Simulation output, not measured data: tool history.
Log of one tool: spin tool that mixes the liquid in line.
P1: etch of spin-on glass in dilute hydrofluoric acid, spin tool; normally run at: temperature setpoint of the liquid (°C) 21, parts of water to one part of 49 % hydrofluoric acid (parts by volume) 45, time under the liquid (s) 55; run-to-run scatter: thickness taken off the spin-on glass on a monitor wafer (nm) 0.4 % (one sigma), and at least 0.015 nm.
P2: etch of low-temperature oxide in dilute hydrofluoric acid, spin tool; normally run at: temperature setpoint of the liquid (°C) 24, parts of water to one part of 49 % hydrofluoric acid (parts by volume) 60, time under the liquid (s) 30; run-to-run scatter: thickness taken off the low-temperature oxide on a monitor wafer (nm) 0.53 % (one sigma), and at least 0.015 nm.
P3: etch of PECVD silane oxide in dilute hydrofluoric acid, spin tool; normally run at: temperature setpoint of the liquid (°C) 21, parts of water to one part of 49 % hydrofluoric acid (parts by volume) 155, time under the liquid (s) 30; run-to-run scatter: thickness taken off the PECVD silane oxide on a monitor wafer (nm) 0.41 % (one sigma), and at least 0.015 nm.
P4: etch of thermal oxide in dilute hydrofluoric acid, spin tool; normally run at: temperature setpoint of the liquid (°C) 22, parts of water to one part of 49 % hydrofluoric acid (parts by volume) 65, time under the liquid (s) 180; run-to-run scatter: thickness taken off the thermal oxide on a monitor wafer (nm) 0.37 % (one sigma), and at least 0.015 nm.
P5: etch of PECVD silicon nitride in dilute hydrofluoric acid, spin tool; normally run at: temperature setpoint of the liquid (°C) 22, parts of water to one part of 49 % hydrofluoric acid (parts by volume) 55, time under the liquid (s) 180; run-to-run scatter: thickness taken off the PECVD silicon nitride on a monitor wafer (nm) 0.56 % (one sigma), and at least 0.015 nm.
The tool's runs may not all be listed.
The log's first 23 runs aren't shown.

run	hour	process that ran	temperature setpoint of the liquid (°C)	parts of water to one part of 49 % hydrofluoric acid (parts by volume)	time under the liquid (s)	hours since the thermometer was replaced	hours since the hydrofluoric acid flow meter was replaced	thickness taken off the spin-on glass on a monitor wafer (nm)	thickness taken off the thermal oxide on a monitor wafer (nm)	thickness taken off the PECVD silicon nitride on a monitor wafer (nm)	thickness taken off the PECVD silane oxide on a monitor wafer (nm)	thickness taken off the low-temperature oxide on a monitor wafer (nm)
# hour 209.1: hydrofluoric acid flow meter replaced
24	213.1	P1	21	70	95	29.2	4.1	42.385				
25	219.8	P4	22	65	180	35.9	10.8		11.822			
26	226.9	P5	30	55	180	43	17.9			9.4704		
27	233.3	P1	21	45	85	49.4	24.3	60.642				
28	240.6	P2	17.5	60	30	56.7	31.6					9.8401
29	250.6	P5	22	100	180	66.7	41.6			3.1266		
30	259.3	P1	21	45	55	75.4	50.3	39.489				
31	269.7	P1	21	45	55	85.8	60.7	40.858				

The next listed run, before its measurement:
32	275.7	P1	21	45	55	91.8	66.7	?				

{"run 32": {"thickness taken off the spin-on glass on a monitor wafer (nm)": 41.31}}
